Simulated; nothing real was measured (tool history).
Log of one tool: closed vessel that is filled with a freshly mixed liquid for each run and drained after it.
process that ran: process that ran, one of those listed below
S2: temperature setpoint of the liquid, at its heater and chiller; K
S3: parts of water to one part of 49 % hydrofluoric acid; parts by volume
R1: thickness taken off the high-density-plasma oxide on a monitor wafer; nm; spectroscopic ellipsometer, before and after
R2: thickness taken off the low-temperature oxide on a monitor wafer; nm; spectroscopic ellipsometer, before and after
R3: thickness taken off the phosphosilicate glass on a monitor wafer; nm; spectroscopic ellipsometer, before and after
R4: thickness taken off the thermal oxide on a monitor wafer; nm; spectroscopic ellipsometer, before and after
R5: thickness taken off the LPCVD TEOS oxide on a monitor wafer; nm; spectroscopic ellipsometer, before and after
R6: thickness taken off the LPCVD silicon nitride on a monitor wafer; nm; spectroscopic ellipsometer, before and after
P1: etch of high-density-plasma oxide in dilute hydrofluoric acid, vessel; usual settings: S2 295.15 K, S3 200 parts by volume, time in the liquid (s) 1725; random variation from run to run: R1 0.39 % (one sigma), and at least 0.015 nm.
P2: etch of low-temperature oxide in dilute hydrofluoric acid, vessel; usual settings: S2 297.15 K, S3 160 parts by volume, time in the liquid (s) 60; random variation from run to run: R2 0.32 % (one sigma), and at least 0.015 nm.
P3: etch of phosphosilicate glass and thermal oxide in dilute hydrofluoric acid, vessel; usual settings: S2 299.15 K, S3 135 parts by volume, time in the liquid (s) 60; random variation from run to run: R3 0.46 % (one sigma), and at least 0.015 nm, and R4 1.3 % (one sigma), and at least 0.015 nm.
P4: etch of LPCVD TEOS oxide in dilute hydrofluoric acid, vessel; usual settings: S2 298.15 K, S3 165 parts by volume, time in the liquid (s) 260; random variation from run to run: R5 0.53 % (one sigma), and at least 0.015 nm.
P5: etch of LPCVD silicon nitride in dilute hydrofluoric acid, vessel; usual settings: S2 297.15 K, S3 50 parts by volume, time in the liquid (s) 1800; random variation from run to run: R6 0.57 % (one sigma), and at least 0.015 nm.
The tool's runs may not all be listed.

{"run": 1, "hour": 9.3, "process that ran": "P1", "S2": 295.15, "S3": 200, "time in the liquid (s)": 1725, "R1": 38.061}
{"run": 2, "hour": 17.4, "process that ran": "P2", "S2": 297.15, "S3": 160, "time in the liquid (s)": 60, "R2": 7.5666}
{"run": 3, "hour": 30.7, "process that ran": "P3", "S2": 299.15, "S3": 75, "time in the liquid (s)": 60, "R3": 82.299, "R4": 4.0799}
{"run": 4, "hour": 40.3, "process that ran": "P1", "S2": 302.15, "S3": 200, "time in the liquid (s)": 1725, "R1": 49.368}
{"run": 5, "hour": 54.3, "process that ran": "P2", "S2": 297.15, "S3": 225, "time in the liquid (s)": 60, "R2": 5.0221}
{"run": 6, "hour": 62.9, "process that ran": "P4", "S2": 298.15, "S3": 165, "time in the liquid (s)": 35, "R5": 5.7807}
{"run": 7, "hour": 72.9, "process that ran": "P4", "S2": 298.15, "S3": 165, "time in the liquid (s)": 260, "R5": 43.007}
{"run": 8, "hour": 81.5, "process that ran": "P5", "S2": 297.15, "S3": 50, "time in the liquid (s)": 1800, "R6": 19.249}
{"run": 9, "hour": 88.6, "process that ran": "P5", "S2": 297.15, "S3": 50, "time in the liquid (s)": 3030, "R6": 32.213}
{"run": 10, "hour": 97.5, "process that ran": "P1", "S2": 295.15, "S3": 200, "time in the liquid (s)": 885, "R1": 19.553}
{"run": 11, "hour": 107.0, "process that ran": "P1", "S2": 295.15, "S3": 200, "time in the liquid (s)": 1725, "R1": 38.172}
{"run": 12, "hour": 120.6, "process that ran": "P1", "S2": 295.15, "S3": 305, "time in the liquid (s)": 1725, "R1": 22.485}
{"run": 13, "hour": 129.9, "process that ran": "P5", "S2": 297.15, "S3": 20, "time in the liquid (s)": 1800, "R6": 46.691}
{"run": 14, "hour": 137.3, "process that ran": "P4", "S2": 298.15, "S3": 255, "time in the liquid (s)": 260, "R5": 25.091}
{"run": 15, "hour": 147.1, "process that ran": "P2", "S2": 297.15, "S3": 160, "time in the liquid (s)": 105, "R2": 13.205}
{"run": 16, "hour": 154.0, "process that ran": "P2", "S2": 297.15, "S3": 160, "time in the liquid (s)": 60, "R2": 7.5871}
{"run": 17, "hour": 168.5, "process that ran": "P3", "S2": 295.65, "S3": 135, "time in the liquid (s)": 60, "R3": 36.957, "R4": 1.7727}
{"run": 18, "hour": 176.0, "process that ran": "P1", "S2": 295.15, "S3": 200, "time in the liquid (s)": 3240, "R1": 71.853}
{"run": 19, "hour": 185.2, "process that ran": "P1", "S2": 295.15, "S3": 200, "time in the liquid (s)": 1725, "R1": 38.218}
{"run": 20, "hour": 196.7, "process that ran": "P1", "S2": 301.65, "S3": 200, "time in the liquid (s)": 2440, "R1": 68.459}
{"run": 21, "hour": 209.2, "process that ran": "P1", "S2": 295.15, "S3": 200, "time in the liquid (s)": 1725, "R1": 37.758}
{"run": 22, "hour": 224.3, "process that ran": "P4", "S2": 292.15, "S3": 165, "time in the liquid (s)": 260, "R5": 33.728}
{"run": 23, "hour": 236.9, "process that ran": "P1", "S2": 290.15, "S3": 200, "time in the liquid (s)": 1725, "R1": 31.312}
{"run": 24, "hour": 246.2, "process that ran": "P1", "S2": 295.15, "S3": 200, "time in the liquid (s)": 1725, "R1": 38.112}
{"run": 25, "hour": 254.3, "process that ran": "P5", "S2": 303.15, "S3": 50, "time in the liquid (s)": 1800, "R6": 28.506}
{"run": 26, "hour": 268.9, "process that ran": "P1", "S2": 295.15, "S3": 110, "time in the liquid (s)": 1725, "R1": 76.49}
{"run": 27, "hour": 278.3, "process that ran": "P3", "S2": 299.15, "S3": 135, "time in the liquid (s)": 30, "R3": 21.316, "R4": 1.0185}
{"run": 28, "hour": 289.3, "process that ran": "P1", "S2": 295.15, "S3": 200, "time in the liquid (s)": 1725, "R1": 38.078}
{"run": 29, "hour": 299.9, "process that ran": "P5", "S2": 297.15, "S3": 50, "time in the liquid (s)": 1800, "R6": 19.223}
{"run": 30, "hour": 312.9, "process that ran": "P3", "S2": 299.15, "S3": 135, "time in the liquid (s)": 60, "R3": 42.585, "R4": 2.0196}
{"run": 31, "hour": 325.7, "process that ran": "P4", "S2": 298.15, "S3": 165, "time in the liquid (s)": 260, "R5": 42.661}
{"run": 32, "hour": 333.7, "process that ran": "P2", "S2": 301.65, "S3": 160, "time in the liquid (s)": 60, "R2": 9.0253}
{"run": 33, "hour": 342.4, "process that ran": "P1", "S2": 295.15, "S3": 200, "time in the liquid (s)": 1725, "R1": 38.209}
{"run": 34, "hour": 354.3, "process that ran": "P1", "S2": 295.15, "S3": 200, "time in the liquid (s)": 1725, "R1": 39.205}
{"run": 35, "hour": 362.5, "process that ran": "P1", "S2": 295.15, "S3": 200, "time in the liquid (s)": 1725, "R1": 39.606}
{"run": 36, "hour": 374.1, "process that ran": "P1", "S2": 295.15, "S3": 200, "time in the liquid (s)": 1725, "R1": 40.812}
{"run": 37, "hour": 387.6, "process that ran": "P1", "S2": 295.15, "S3": 200, "time in the liquid (s)": 1725, "R1": 40.55}
{"run": 38, "hour": 400.9, "process that ran": "P1", "S2": 295.15, "S3": 200, "time in the liquid (s)": 1725, "R1": 41.149}
{"run": 39, "hour": 415.1, "process that ran": "P1", "S2": 295.15, "S3": 200, "time in the liquid (s)": 1725, "R1": 41.062}
{"run": 40, "hour": 427.9, "process that ran": "P1", "S2": 295.15, "S3": 200, "time in the liquid (s)": 1725, "R1": 41.354}
{"run": 41, "hour": 437.6, "process that ran": "P1", "S2": 295.15, "S3": 200, "time in the liquid (s)": 1725, "R1": 41.818}
{"run": 42, "hour": 446.0, "process that ran": "P1", "S2": 295.15, "S3": 200, "time in the liquid (s)": 1725, "R1": 41.757}
{"run": 43, "hour": 454.8, "process that ran": "P1", "S2": 295.15, "S3": 200, "time in the liquid (s)": 1725, "R1": 41.726}
{"run": 44, "hour": 468.9, "process that ran": "P1", "S2": 295.15, "S3": 200, "time in the liquid (s)": 1725, "R1": 41.556}

What P1 gives has crept away from where it was. These 2 causes fit the log equally well, each at the size given:
A: liquid hotter than its thermometer reads (K) = 2.37
B: hydrofluoric acid flow above the setpoint (%) = 7.63
The creep began at about hour 342.4.

4 check runs are offered, one wafer each, their results left as question marks. Which one tells the causes apart?
{"run": "check 1", "hour": 483.0, "process that ran": "P5", "S2": 297.15, "S3": 50, "time in the liquid (s)": 1800, "R6": "?"}
{"run": "check 2", "hour": 483.0, "process that ran": "P4", "S2": 298.15, "S3": 165, "time in the liquid (s)": 260, "R5": "?"}
{"run": "check 3", "hour": 483.0, "process that ran": "P3", "S2": 299.15, "S3": 135, "time in the liquid (s)": 60, "R3": "?", "R4": "?"}
{"run": "check 4", "hour": 483.0, "process that ran": "P2", "S2": 297.15, "S3": 160, "time in the liquid (s)": 60, "R2": "?"}

What each check would give under each cause:
check=check_1 result=R6 if_A=22.427 if_B=20.567
check=check_2 result=R5 if_A=46.5880 if_B=46.5610
check=check_3 result=R3 if_A=46.321 if_B=46.163
check=check_3 result=R4 if_A=2.2666 if_B=2.2589
check=check_4 result=R2 if_A=8.2811 if_B=8.2606
How far apart the two closest causes lie, in the result that separates them most: check 1 8.66 %; check 2 0.06 %; check 3 0.34 %; check 4 0.25 %
Only check 1 tells the causes apart: in the others they would give nearly the same result.

Check 1 was then run and gave: R6 22.532 nm. Which cause is it?

It is A: liquid hotter than its thermometer reads (K).

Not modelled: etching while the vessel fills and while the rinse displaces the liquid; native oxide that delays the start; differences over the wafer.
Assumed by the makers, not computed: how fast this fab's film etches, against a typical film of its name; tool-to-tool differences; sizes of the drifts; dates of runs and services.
